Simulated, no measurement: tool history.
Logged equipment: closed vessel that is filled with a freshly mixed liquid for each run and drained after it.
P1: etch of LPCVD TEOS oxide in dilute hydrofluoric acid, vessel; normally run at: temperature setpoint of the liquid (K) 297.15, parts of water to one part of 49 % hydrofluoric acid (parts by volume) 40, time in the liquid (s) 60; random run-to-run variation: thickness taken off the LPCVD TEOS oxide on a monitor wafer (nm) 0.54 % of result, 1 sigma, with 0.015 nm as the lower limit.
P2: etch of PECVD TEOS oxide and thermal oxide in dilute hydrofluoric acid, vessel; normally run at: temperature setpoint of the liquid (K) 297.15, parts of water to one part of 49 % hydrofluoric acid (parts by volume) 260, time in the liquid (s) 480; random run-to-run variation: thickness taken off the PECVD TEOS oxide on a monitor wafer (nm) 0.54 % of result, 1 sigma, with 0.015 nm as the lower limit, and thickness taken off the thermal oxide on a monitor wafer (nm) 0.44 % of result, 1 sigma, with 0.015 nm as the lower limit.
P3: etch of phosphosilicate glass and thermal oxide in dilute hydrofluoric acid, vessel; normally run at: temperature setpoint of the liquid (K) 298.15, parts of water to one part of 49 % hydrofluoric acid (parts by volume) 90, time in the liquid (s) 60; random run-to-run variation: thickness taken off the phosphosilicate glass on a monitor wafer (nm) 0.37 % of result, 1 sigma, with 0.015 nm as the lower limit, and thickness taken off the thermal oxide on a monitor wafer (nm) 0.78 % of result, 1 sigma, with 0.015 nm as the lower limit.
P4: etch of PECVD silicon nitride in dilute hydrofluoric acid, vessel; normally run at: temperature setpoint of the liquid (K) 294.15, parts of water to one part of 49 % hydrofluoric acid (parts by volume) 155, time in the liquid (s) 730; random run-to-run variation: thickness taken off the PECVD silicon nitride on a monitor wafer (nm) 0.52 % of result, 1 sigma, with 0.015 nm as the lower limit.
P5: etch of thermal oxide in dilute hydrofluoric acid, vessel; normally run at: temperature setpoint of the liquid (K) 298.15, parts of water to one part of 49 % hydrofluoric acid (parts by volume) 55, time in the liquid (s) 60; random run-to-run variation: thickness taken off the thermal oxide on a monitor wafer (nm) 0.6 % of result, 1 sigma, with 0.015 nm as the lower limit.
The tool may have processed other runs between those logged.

| run | hour | process that ran | temperature setpoint of the liquid (K) | parts of water to one part of 49 % hydrofluoric acid (parts by volume) | time in the liquid (s) | hours since the thermometer was replaced | hours since the hydrofluoric acid flow meter was replaced | thickness taken off the LPCVD TEOS oxide on a monitor wafer (nm) | thickness taken off the PECVD TEOS oxide on a monitor wafer (nm) | thickness taken off the thermal oxide on a monitor wafer (nm) | thickness taken off the phosphosilicate glass on a monitor wafer (nm) | thickness taken off the PECVD silicon nitride on a monitor wafer (nm) |
|---|---|---|---|---|---|---|---|---|---|---|---|---|
| 1 | 7.1 | P1 | 297.15 | 40 | 60 | 1204.2 | 323 | 90.814 |  |  |  |  |
| 2 | 19.7 | P2 | 303.15 | 260 | 480 | 1216.8 | 335.6 |  | 28.293 | 8.8694 |  |  |
| 3 | 29.8 | P1 | 300.65 | 40 | 30 | 1226.9 | 345.7 | 52.832 |  |  |  |  |
| 4 | 38.2 | P1 | 297.15 | 40 | 60 | 1235.3 | 354.1 | 89.901 |  |  |  |  |
| 5 | 47.8 | P3 | 298.15 | 90 | 60 | 1244.9 | 363.7 |  |  | 3.2682 | 127.74 |  |
| 6 | 58.7 | P1 | 297.15 | 40 | 60 | 1255.8 | 374.6 | 90.736 |  |  |  |  |
| 7 | 70.7 | P3 | 298.15 | 20 | 60 | 1267.8 | 386.6 |  |  | 15.964 | 629.59 |  |
| 8 | 77.3 | P1 | 297.15 | 55 | 30 | 1274.4 | 393.2 | 32.281 |  |  |  |  |
| 9 | 85.8 | P3 | 305.65 | 90 | 60 | 1282.9 | 401.7 |  |  | 4.3028 | 169.77 |  |
| 10 | 95.8 | P1 | 297.15 | 40 | 60 | 1292.9 | 411.7 | 89.675 |  |  |  |  |
| 11 | 106.9 | P2 | 297.15 | 95 | 480 | 1304 | 422.8 |  | 75.948 | 23.707 |  |  |
| 12 | 113.1 | P1 | 297.15 | 40 | 30 | 1310.2 | 429 | 45.413 |  |  |  |  |
| 13 | 123.2 | P4 | 294.15 | 155 | 325 | 1320.3 | 439.1 |  |  |  |  | 5.8427 |
| 14 | 134.8 | P1 | 304.15 | 40 | 60 | 1331.9 | 450.7 | 120.36 |  |  |  |  |
| 15 | 140.6 | P5 | 302.65 | 55 | 60 | 1337.7 | 456.5 |  |  | 6.6616 |  |  |
| 16 | 148 | P4 | 300.15 | 155 | 730 | 1345.1 | 463.9 |  |  |  |  | 19.165 |
| 17 | 160.4 | P1 | 297.15 | 20 | 60 | 1357.5 | 476.3 | 188.74 |  |  |  |  |
| 18 | 172.5 | P1 | 297.15 | 40 | 60 | 1369.6 | 488.4 | 90.627 |  |  |  |  |
| 19 | 179.8 | P5 | 298.15 | 55 | 120 | 1376.9 | 495.7 |  |  | 11.072 |  |  |
| 20 | 189.4 | P2 | 297.15 | 260 | 950 | 1386.5 | 505.3 |  | 45.758 | 14.27 |  |  |
| 21 | 200.3 | P2 | 297.15 | 260 | 480 | 1397.4 | 516.2 |  | 23.063 | 7.0984 |  |  |
| 22 | 208.4 | P4 | 294.15 | 155 | 730 | 1405.5 | 524.3 |  |  |  |  | 13.034 |
| 23 | 219.9 | P4 | 294.15 | 255 | 730 | 1417 | 535.8 |  |  |  |  | 8.053 |
| 24 | 227.1 | P1 | 290.15 | 40 | 60 | 1424.2 | 543 | 67.802 |  |  |  |  |
| 25 | 238.1 | P3 | 298.15 | 90 | 60 | 1435.2 | 554 |  |  | 3.2328 | 127.26 |  |
| 26 | 243.9 | P1 | 297.15 | 40 | 60 | 1441 | 559.8 | 90.819 |  |  |  |  |
| 27 | 256.7 | P1 | 297.15 | 40 | 100 | 1453.8 | 572.6 | 150.75 |  |  |  |  |
| 28 | 269.3 | P1 | 297.15 | 60 | 60 | 1466.4 | 585.2 | 58.581 |  |  |  |  |
| 29 | 280.6 | P3 | 298.15 | 90 | 30 | 1477.7 | 596.5 |  |  | 1.6287 | 63.872 |  |
| 30 | 293.2 | P5 | 298.15 | 55 | 60 | 1490.3 | 609.1 |  |  | 5.592 |  |  |
| 31 | 305.6 | P4 | 294.15 | 155 | 730 | 1502.7 | 621.5 |  |  |  |  | 13.003 |
| 32 | 313.2 | P5 | 298.15 | 100 | 60 | 1510.3 | 629.1 |  |  | 2.8586 |  |  |
| 33 | 319.6 | P1 | 297.15 | 40 | 60 | 1516.7 | 635.5 | 90.128 |  |  |  |  |
| 34 | 331.4 | P1 | 297.15 | 40 | 60 | 1528.5 | 647.3 | 86.876 |  |  |  |  |
| 35 | 343.3 | P1 | 297.15 | 40 | 60 | 1540.4 | 659.2 | 85.645 |  |  |  |  |
| 36 | 352.2 | P1 | 297.15 | 40 | 60 | 1549.3 | 668.1 | 84.429 |  |  |  |  |
| 37 | 358.8 | P1 | 297.15 | 40 | 60 | 1555.9 | 674.7 | 83.934 |  |  |  |  |
| 38 | 371.4 | P1 | 297.15 | 40 | 60 | 1568.5 | 687.3 | 83.973 |  |  |  |  |
| 39 | 381 | P1 | 297.15 | 40 | 60 | 1578.1 | 696.9 | 83.31 |  |  |  |  |
| 40 | 392.5 | P1 | 297.15 | 40 | 60 | 1589.6 | 708.4 | 84.104 |  |  |  |  |
| 41 | 399.4 | P1 | 297.15 | 40 | 60 | 1596.5 | 715.3 | 83.473 |  |  |  |  |
| 42 | 409.4 | P1 | 297.15 | 40 | 60 | 1606.5 | 725.3 | 83.932 |  |  |  |  |
| 43 | 415.9 | P1 | 297.15 | 40 | 60 | 1613 | 731.8 | 83.106 |  |  |  |  |

What P1 gives has crept off from where it sat before. The 2 causes that follow fit the log equally well, each at the size noted:
A: liquid colder than its thermometer reads (K) = 2.04
B: hydrofluoric acid flow below the setpoint (%) = 7.74
Creep in the process output first set in at about hour 319.6.

Which of the 4 check runs listed below separates the causes, so that each cause would produce a clearly different result? Each run uses one wafer, and its results are marked with question marks.
| check 1 | 422.4 | P4 | 298.15 | 155 | 730 |  |  |  |  |  |  | ? |
| check 2 | 422.4 | P5 | 298.15 | 80 | 110 |  |  |  |  | ? |  |  |
| check 3 | 422.4 | P2 | 297.15 | 100 | 910 |  |  |  | ? | ? |  |  |
| check 4 | 422.4 | P3 | 301.65 | 55 | 60 |  |  |  |  | ? | ? |  |

What every check run would give for each of its results, assuming each possible cause in turn:
| check | result | if A | if B |
|---|---|---|---|
| check 1 | thickness taken off the PECVD silicon nitride on a monitor wafer (nm) | 14.836 | 15.618 |
| check 2 | thickness taken off the thermal oxide on a monitor wafer (nm) | 6.2139 | 6.1695 |
| check 3 | thickness taken off the PECVD TEOS oxide on a monitor wafer (nm) | 125.4 | 124.25 |
| check 3 | thickness taken off the thermal oxide on a monitor wafer (nm) | 38.962 | 38.603 |
| check 4 | thickness taken off the thermal oxide on a monitor wafer (nm) | 5.8576 | 5.823 |
| check 4 | thickness taken off the phosphosilicate glass on a monitor wafer (nm) | 231.56 | 230.19 |
Distance between the nearest two causes, measured in the result of the check that separates them most: check 1 5.13 %; check 2 0.72 %; check 3 0.92 %; check 4 0.59 %
The other checks would show nearly matching results whichever cause is true, so check 1 is the only one that separates the causes.

After running check 1, the following was obtained: thickness taken off the PECVD silicon nitride on a monitor wafer (nm) 14.818. Which cause does this point to?

It was cause A: liquid colder than its thermometer reads (K).

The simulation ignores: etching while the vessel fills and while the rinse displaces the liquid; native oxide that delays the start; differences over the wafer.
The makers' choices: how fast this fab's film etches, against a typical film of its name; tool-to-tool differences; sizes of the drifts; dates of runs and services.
